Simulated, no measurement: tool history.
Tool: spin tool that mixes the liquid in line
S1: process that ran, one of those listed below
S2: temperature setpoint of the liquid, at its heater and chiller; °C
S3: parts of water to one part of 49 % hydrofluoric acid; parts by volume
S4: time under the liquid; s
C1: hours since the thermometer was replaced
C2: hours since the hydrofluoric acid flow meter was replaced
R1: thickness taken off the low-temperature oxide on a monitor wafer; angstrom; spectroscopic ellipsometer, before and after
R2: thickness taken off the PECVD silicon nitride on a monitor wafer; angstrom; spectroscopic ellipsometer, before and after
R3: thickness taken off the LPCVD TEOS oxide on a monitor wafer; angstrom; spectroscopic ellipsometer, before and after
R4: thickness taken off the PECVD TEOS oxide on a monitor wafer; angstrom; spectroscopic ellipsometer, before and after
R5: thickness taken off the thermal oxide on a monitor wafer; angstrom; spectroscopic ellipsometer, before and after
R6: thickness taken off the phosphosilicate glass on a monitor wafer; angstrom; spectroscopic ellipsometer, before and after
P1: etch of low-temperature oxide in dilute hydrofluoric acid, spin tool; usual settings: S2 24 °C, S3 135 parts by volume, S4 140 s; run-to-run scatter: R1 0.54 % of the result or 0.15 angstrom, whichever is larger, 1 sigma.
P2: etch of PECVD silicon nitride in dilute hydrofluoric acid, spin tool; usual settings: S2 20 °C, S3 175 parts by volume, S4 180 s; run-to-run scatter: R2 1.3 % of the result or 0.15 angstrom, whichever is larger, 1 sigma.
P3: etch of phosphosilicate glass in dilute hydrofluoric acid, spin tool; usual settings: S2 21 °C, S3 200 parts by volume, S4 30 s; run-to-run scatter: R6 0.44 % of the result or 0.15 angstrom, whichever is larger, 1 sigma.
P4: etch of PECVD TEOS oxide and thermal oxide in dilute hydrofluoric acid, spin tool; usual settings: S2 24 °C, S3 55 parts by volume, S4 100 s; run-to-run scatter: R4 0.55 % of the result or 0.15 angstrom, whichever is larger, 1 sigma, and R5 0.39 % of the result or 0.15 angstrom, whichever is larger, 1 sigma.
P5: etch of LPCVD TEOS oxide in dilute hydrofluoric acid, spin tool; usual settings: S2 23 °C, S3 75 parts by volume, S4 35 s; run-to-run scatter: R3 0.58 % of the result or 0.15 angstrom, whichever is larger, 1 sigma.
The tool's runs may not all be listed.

run	day	S1	S2	S3	S4	C1	C2	R1	R2	R3	R4	R5	R6
1	0.383	P1	24	135	140	252.1	522.4	204.25					
2	0.762	P2	20	175	180	261.2	531.5		20.089				
3	1.133	P5	23	75	35	270.1	540.4			146.96			
4	1.521	P4	31.5	55	100	279.4	549.7				548.04	121.27	
5	1.754	P1	30	70	140	285	555.3	541.16					
6	2.004	P4	24	55	100	291	561.3				406	89.853	
7	2.367	P4	24	55	100	299.7	570				407.56	89.134	
8	2.558	P1	24	135	140	304.3	574.6	204.91					
9	2.846	P1	24	135	210	311.2	581.5	305.26					
10	3.05	P1	32.5	135	140	316.1	586.4	279.98					
11	3.329	P4	24	30	100	322.8	593.1				767.6	169.66	
12	3.733	P1	24	250	140	332.5	602.8	97.749					
13	4.129	P2	20	175	290	342	612.3		32.836				
14	4.417	P1	24	135	140	348.9	619.2	204.9					
15	4.762	P2	20	40	180	357.2	627.5		86.386				
16	5.088	P3	21	200	30	365	635.3						221.34
17	5.308	P4	24	55	40	370.3	640.6				162.94	35.807	
18	5.696	P3	21	200	30	379.6	649.9						221.29
19	6.054	P3	17	200	30	388.2	658.5						190.21
20	6.254	P1	24	135	70	393	663.3	101.82					
21	6.475	P2	26.5	175	180	398.3	668.6		30.652				
# day 6.583: thermometer replaced
22	6.833	P1	24	135	140	6	677.2	205.39					
23	7.096	P1	17	135	140	12.3	683.5	154.25					
24	7.488	P5	23	75	15	21.7	692.9			63.445			
25	7.771	P5	23	75	35	28.5	699.7			145.8			
26	8.05	P3	21	80	30	35.2	706.4						630.26
27	8.267	P1	24	45	140	40.4	711.6	684.65					
28	8.492	P3	21	200	60	45.8	717						443.77
29	8.896	P5	31	75	35	55.5	726.7			202.93			
30	9.283	P5	23	40	35	64.8	736			289.62			
31	9.579	P1	24	135	140	71.9	743.1	203.09					
32	9.892	P1	24	135	140	79.4	750.6	209.12					
33	10.154	P1	24	135	140	85.7	756.9	213.7					
34	10.512	P1	24	135	140	94.3	765.5	215.16					
35	10.883	P1	24	135	140	103.2	774.4	218.65					
36	11.267	P1	24	135	140	112.4	783.6	221.32					
37	11.492	P1	24	135	140	117.8	789	219.79					
38	11.817	P1	24	135	140	125.6	796.8	220.77					
39	12.146	P1	24	135	140	133.5	804.7	221.42					
40	12.408	P1	24	135	140	139.8	811	220.64					

What P1 gives has crept away from where it was. These 2 causes fit the log equally well, each at the size given:
A: liquid hotter than its thermometer reads (K) = 1.99
B: hydrofluoric acid flow above the setpoint (%) = 6.81
The creep began at about day 9.579.

4 check runs are offered, each on 3 wafers whose results are averaged, their results left as question marks. Which one tells the causes apart?
check 1	12.671	P4	30.5	55	50						?	?	
check 2	12.671	P3	17	200	60								?
check 3	12.671	P5	30.5	45	35					?			
check 4	12.671	P2	25.5	175	180				?				

What each check would give under each cause:
check	result	if A	if B
check 1	R4	285.59	284.05
check 1	R5	62.722	62.384
check 2	R6	410.54	410.17
check 3	R3	372.15	369.51
check 4	R2	32.727	30.864
How far apart the two closest causes lie, in the result that separates them most: check 1 0.54 %; check 2 0.09 %; check 3 0.71 %; check 4 5.86 %
Only check 4 tells the causes apart: in the others they would give nearly the same result.

Check 4 was then run and gave: R2 31.102 angstrom. Which cause is it?

It is B: hydrofluoric acid flow above the setpoint (%).
